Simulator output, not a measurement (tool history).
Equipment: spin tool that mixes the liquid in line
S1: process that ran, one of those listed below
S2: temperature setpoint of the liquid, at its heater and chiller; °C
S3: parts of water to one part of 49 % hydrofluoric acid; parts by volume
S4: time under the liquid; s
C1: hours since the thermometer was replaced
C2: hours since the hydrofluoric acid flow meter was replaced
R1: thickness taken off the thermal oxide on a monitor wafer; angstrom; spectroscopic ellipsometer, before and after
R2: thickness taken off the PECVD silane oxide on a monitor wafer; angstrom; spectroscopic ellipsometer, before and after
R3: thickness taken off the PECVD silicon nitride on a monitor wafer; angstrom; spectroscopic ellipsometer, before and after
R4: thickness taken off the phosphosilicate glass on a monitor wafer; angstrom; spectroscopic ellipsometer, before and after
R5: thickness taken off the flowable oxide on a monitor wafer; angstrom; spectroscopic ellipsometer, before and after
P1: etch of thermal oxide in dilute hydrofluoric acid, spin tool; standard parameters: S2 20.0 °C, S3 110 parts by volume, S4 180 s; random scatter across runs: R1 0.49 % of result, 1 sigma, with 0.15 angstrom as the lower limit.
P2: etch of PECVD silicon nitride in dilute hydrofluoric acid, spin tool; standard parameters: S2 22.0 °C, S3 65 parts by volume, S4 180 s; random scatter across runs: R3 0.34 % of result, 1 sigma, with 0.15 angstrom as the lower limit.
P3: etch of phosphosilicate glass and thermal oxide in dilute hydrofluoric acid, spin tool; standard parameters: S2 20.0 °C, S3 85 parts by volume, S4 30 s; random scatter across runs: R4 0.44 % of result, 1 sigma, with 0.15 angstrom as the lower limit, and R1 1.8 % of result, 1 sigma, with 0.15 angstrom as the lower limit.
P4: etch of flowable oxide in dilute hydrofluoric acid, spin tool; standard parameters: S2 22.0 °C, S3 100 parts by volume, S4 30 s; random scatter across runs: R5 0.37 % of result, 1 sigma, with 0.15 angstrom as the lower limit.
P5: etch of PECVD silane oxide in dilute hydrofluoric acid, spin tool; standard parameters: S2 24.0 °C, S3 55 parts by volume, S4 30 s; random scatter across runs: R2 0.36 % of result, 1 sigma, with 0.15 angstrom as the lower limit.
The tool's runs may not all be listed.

run,hour,S1,S2,S3,S4,C1,C2,R1,R2,R3,R4,R5
1,11.9,P1,20.0,110,180,247.1,760.5,63.8940,,,,
2,20.5,P5,29.0,55,30,255.7,769.1,,199.500,,,
3,29.0,P1,27.0,110,180,264.2,777.6,84.7610,,,,
4,38.5,P2,17.0,65,180,273.7,787.1,,,45.318,,
5,49.5,P1,20.0,190,180,284.7,798.1,33.6420,,,,
6,58.6,P3,20.0,135,30,293.8,807.2,8.5882,,,220.37,
7,68.2,P5,24.0,55,30,303.4,816.8,,164.520,,,
8,77.0,P3,20.0,85,55,312.2,825.6,26.8150,,,678.77,
9,85.7,P1,20.0,25,275,320.9,834.3,472.6500,,,,
10,92.1,P1,20.0,110,180,327.3,840.7,64.1330,,,,
11,98.5,P2,22.0,65,180,333.7,847.1,,,64.846,,
12,106.9,P1,20.0,110,275,342.1,855.5,98.0150,,,,
13,112.6,P4,22.0,100,30,347.8,861.2,,,,,164.05
14,121.9,P5,24.0,55,55,357.1,870.5,,299.940,,,
15,130.1,P4,22.0,100,50,365.3,878.7,,,,,272.64
16,138.2,P1,17.0,110,180,373.4,886.8,56.1570,,,,
17,146.7,P3,20.0,85,30,381.9,895.3,15.3420,,,369.08,
18,153.5,P1,20.0,110,180,388.7,902.1,64.1230,,,,
19,162.4,P1,20.0,110,180,397.6,911.0,64.5960,,,,
20,171.4,P4,22.0,100,30,406.6,920.0,,,,,164.42
21,180.0,P2,22.0,40,180,415.2,928.6,,,104.160,,
22,189.9,P3,27.5,85,30,425.1,938.5,20.0820,,,498.26,
23,202.3,P5,24.0,95,30,437.5,950.9,,90.192,,,
24,212.4,P1,20.0,110,20,447.6,961.0,7.2088,,,,
25,224.5,P4,22.0,30,30,459.7,973.1,,,,,592.18
26,234.9,P2,22.0,65,275,470.1,983.5,,,98.907,,
27,246.2,P4,17.0,100,30,481.4,994.8,,,,,132.19
28,256.2,P1,20.0,110,180,491.4,1004.8,64.1740,,,,
29,262.5,P1,20.0,45,180,497.7,1011.1,169.1500,,,,
30,272.6,P1,20.0,110,180,507.8,1021.2,63.8430,,,,
31,281.6,P1,20.0,110,180,516.8,1030.2,65.5200,,,,
32,287.9,P1,20.0,110,180,523.1,1036.5,67.3950,,,,
33,298.1,P1,20.0,110,180,533.3,1046.7,68.1310,,,,
34,309.7,P1,20.0,110,180,544.9,1058.3,68.8750,,,,
35,317.8,P1,20.0,110,180,553.0,1066.4,68.0280,,,,
36,324.9,P1,20.0,110,180,560.1,1073.5,68.6330,,,,
37,331.3,P1,20.0,110,180,566.5,1079.9,69.5480,,,,
38,342.4,P1,20.0,110,180,577.6,1091.0,68.7200,,,,
39,349.0,P1,20.0,110,180,584.2,1097.6,68.6890,,,,

The log shows P1 creeping away from where it was. Any of the 2 causes listed here, at the size stated for it, fits the log just as well as the others:
A: liquid hotter than its thermometer reads (K) = 1.92
B: hydrofluoric acid flow above the setpoint (%) = 7.19
The process output started creeping at around hour 272.6.

Question marks stand in for the results of the 4 check runs listed below, each run on one wafer. Under which run would the listed causes show clearly different results?
check 1,355.6,P5,28.0,55,45,,,,?,,,
check 2,355.6,P3,20.0,135,30,,,?,,,?,
check 3,355.6,P4,22.0,30,30,,,,,,,?
check 4,355.6,P2,19.0,40,180,,,,,?,,

What each check would give under each cause:
check,result,if A,if B
check 1,R2,311.320,311.070
check 2,R1,9.4904,9.5164
check 2,R4,238.19,238.85
check 3,R5,643.26,637.47
check 4,R3,96.401,90.158
How far apart the two closest causes lie, in the result that separates them most: check 1 0.08 %; check 2 0.27 %; check 3 0.9 %; check 4 6.7 %
Of the check runs offered, only check 4 discriminates between the causes; the rest would read about the same regardless of which cause applies.

After running check 4, the following was obtained: R3 89.942 angstrom. Which cause does this point to?

B is the cause: hydrofluoric acid flow above the setpoint (%).

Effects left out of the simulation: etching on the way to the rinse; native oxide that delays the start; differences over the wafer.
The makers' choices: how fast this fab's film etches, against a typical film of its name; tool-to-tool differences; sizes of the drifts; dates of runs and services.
